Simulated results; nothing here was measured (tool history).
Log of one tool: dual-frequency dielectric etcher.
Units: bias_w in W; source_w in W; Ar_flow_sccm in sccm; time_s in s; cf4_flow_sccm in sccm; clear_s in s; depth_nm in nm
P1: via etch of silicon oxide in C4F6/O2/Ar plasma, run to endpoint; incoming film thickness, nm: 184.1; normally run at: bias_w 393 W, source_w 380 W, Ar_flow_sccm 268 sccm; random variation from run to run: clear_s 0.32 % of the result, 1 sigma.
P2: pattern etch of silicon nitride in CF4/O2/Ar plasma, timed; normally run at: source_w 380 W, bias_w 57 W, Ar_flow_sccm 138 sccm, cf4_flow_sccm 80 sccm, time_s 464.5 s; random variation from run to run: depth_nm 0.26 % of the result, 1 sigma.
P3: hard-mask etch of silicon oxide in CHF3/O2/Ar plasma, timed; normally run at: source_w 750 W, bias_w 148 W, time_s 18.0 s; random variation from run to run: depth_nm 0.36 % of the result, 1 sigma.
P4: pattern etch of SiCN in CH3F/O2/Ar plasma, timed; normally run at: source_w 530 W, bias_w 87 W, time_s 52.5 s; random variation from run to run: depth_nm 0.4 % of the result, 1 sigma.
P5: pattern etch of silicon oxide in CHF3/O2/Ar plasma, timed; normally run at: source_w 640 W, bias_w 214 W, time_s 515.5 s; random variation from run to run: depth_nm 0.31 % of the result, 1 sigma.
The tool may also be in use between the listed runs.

run,day,process,bias_w,source_w,Ar_flow_sccm,time_s,cf4_flow_sccm,hours since the last wet clean,hours since the last bias power generator calibration,hours since the last source power generator calibration,hours since the last Ar flow controller change,clear_s,depth_nm
1,0.396,P1,393,380,268,,,170.3,744.2,1318.0,1254.6,45.929,
2,0.733,P4,87,700,,52.5,,178.4,752.3,1326.1,1262.7,,26.405
3,1.175,P1,271,380,268,,,189.0,762.9,1336.7,1273.3,52.088,
4,1.550,P2,57,380,105,464.5,80,198.0,771.9,1345.7,1282.3,,674.080
5,1.950,P1,393,520,268,,,207.6,781.5,1355.3,1291.9,40.569,
6,2.267,P3,148,1020,,18.0,,215.2,789.1,1362.9,1299.5,,40.803
7,2.804,P5,214,640,,515.5,,228.1,802.0,1375.8,1312.4,,1126.800
8,3.292,P1,393,380,361,,,239.8,813.7,1387.5,1324.1,46.794,
9,3.896,P1,393,380,268,,,254.3,828.2,1402.0,1338.6,46.029,
10,4.300,P4,107,530,,52.5,,264.0,837.9,1411.7,1348.3,,25.556
11,4.642,P1,324,240,268,,,272.2,846.1,1419.9,1356.5,57.976,
12,4.938,P1,393,380,268,,,279.3,853.2,1427.0,1363.6,45.475,
13,5.362,P2,57,380,138,464.5,80,289.5,863.4,1437.2,1373.8,,650.870
14,5.838,P2,41,380,138,464.5,80,300.9,874.8,1448.6,1385.2,,571.020
15,6.279,P2,57,530,138,464.5,80,311.5,885.4,1459.2,1395.8,,865.330
16,6.788,P1,393,380,268,,,323.7,897.6,1471.4,1408.0,45.585,
17,7.279,P1,393,380,268,,,335.5,909.4,1483.2,1419.8,45.689,
18,7.796,P2,57,380,138,255.5,80,347.9,921.8,1495.6,1432.2,,357.530
19,8.133,P3,110,750,,18.0,,356.0,929.9,1503.7,1440.3,,32.928
# day 8.508: Ar flow controller replaced
20,8.629,P3,148,750,,18.0,,367.9,941.8,1515.6,2.9,,35.913
21,8.917,P5,214,640,,652.5,,374.8,948.7,1522.5,9.8,,1432.100
22,9.338,P1,393,230,268,,,384.9,958.8,1532.6,19.9,54.904,
23,9.850,P5,214,790,,515.5,,397.2,971.1,1544.9,32.2,,1217.900

The next listed run, before its measurement:
24,10.358,P4,87,530,,52.5,,409.4,983.3,1557.1,44.4,,?

depth_nm: 23.748 nm
